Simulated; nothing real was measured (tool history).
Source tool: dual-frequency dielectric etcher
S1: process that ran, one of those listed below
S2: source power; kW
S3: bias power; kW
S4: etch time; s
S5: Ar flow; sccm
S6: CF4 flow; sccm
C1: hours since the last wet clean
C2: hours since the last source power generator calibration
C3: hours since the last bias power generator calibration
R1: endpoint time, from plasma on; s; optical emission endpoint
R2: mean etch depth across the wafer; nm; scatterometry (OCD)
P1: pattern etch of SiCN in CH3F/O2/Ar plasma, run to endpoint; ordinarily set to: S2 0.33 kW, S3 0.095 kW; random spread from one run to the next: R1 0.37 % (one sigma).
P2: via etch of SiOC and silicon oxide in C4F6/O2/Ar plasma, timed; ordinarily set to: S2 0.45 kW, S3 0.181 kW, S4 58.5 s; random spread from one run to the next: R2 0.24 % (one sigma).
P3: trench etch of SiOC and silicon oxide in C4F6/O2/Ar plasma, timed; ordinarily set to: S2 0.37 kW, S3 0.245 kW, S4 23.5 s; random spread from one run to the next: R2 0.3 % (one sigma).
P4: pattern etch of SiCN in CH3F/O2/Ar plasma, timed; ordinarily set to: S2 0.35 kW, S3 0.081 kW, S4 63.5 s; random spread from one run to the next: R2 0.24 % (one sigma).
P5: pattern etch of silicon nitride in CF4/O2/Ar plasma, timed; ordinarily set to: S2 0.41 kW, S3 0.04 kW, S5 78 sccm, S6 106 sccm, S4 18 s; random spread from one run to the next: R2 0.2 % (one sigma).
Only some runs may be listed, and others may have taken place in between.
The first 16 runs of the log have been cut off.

Run 17, day 8.988: S1 P1, S2 0.33 kW, S3 0.124 kW; C1 582; C2 2089.2; C3 3447.5. Result: R1 20.509 s.
At day 9.042: wet clean of the chamber.
At day 9.117: source power generator calibrated.
Run 18, day 9.608: S1 P1, S2 0.23 kW, S3 0.063 kW; C1 13.7; C2 11.8; C3 3462.4. Result: R1 30.091 s.
Run 19, day 10.046: S1 P1, S2 0.22 kW, S3 0.095 kW; C1 24.2; C2 22.3; C3 3472.9. Result: R1 26.251 s.
Run 20, day 10.517: S1 P2, S2 0.62 kW, S3 0.181 kW, S4 58.5 s; C1 35.5; C2 33.6; C3 3484.2. Result: R2 79.254 nm.
Run 21, day 11.154: S1 P1, S2 0.33 kW, S3 0.065 kW; C1 50.8; C2 48.9; C3 3499.5. Result: R1 26.168 s.
Run 22, day 11.817: S1 P5, S2 0.41 kW, S3 0.04 kW, S4 18 s, S5 78 sccm, S6 106 sccm; C1 66.7; C2 64.8; C3 3515.4. Result: R2 27.245 nm.
Run 23, day 12.346: S1 P2, S2 0.45 kW, S3 0.181 kW, S4 58.5 s; C1 79.4; C2 77.5; C3 3528.1. Result: R2 69.721 nm.
At day 12.625: bias power generator calibrated.
Run 24, day 12.85: S1 P1, S2 0.33 kW, S3 0.095 kW; C1 91.5; C2 89.6; C3 5.5. Result: R1 22.611 s.
Run 25, day 13.304: S1 P2, S2 0.45 kW, S3 0.181 kW, S4 58.5 s; C1 102.4; C2 100.5; C3 16.4. Result: R2 69.689 nm.
Run 26, day 13.829: S1 P4, S2 0.21 kW, S3 0.081 kW, S4 63.5 s; C1 115; C2 113.1; C3 29. Result: R2 20.085 nm.
Run 27, day 14.433: S1 P3, S2 0.37 kW, S3 0.33 kW, S4 23.5 s; C1 129.5; C2 127.6; C3 43.5. Result: R2 54.897 nm.
Run 28, day 14.892: S1 P3, S2 0.37 kW, S3 0.245 kW, S4 23.5 s; C1 140.5; C2 138.6; C3 54.5. Result: R2 49.272 nm.
Run 29, day 15.242: S1 P5, S2 0.41 kW, S3 0.04 kW, S4 10.5 s, S5 78 sccm, S6 106 sccm; C1 148.9; C2 147; C3 62.9. Result: R2 15.845 nm.
Run 30, day 15.562: S1 P1, S2 0.33 kW, S3 0.095 kW; C1 156.6; C2 154.7; C3 70.6. Result: R1 22.801 s.
Run 31, day 16: S1 P5, S2 0.26 kW, S3 0.04 kW, S4 18 s, S5 78 sccm, S6 106 sccm; C1 167.1; C2 165.2; C3 81.1. Result: R2 18.256 nm.
Run 32, day 16.633: S1 P1, S2 0.39 kW, S3 0.095 kW; C1 182.3; C2 180.4; C3 96.3. Result: R1 21.226 s.
Run 33, day 17.138: S1 P1, S2 0.33 kW, S3 0.095 kW; C1 194.4; C2 192.5; C3 108.4. Result: R1 22.488 s.
Run 34, day 17.571: S1 P1, S2 0.33 kW, S3 0.095 kW; C1 204.8; C2 202.9; C3 118.8. Result: R1 22.612 s.

Run 35, settings as shown, results not yet in. Your forecast:
Run 35, day 18.221: S1 P1, S2 0.33 kW, S3 0.095 kW; C1 220.4; C2 218.5; C3 134.4. Result: R1 ?.

R1: 23.106 s

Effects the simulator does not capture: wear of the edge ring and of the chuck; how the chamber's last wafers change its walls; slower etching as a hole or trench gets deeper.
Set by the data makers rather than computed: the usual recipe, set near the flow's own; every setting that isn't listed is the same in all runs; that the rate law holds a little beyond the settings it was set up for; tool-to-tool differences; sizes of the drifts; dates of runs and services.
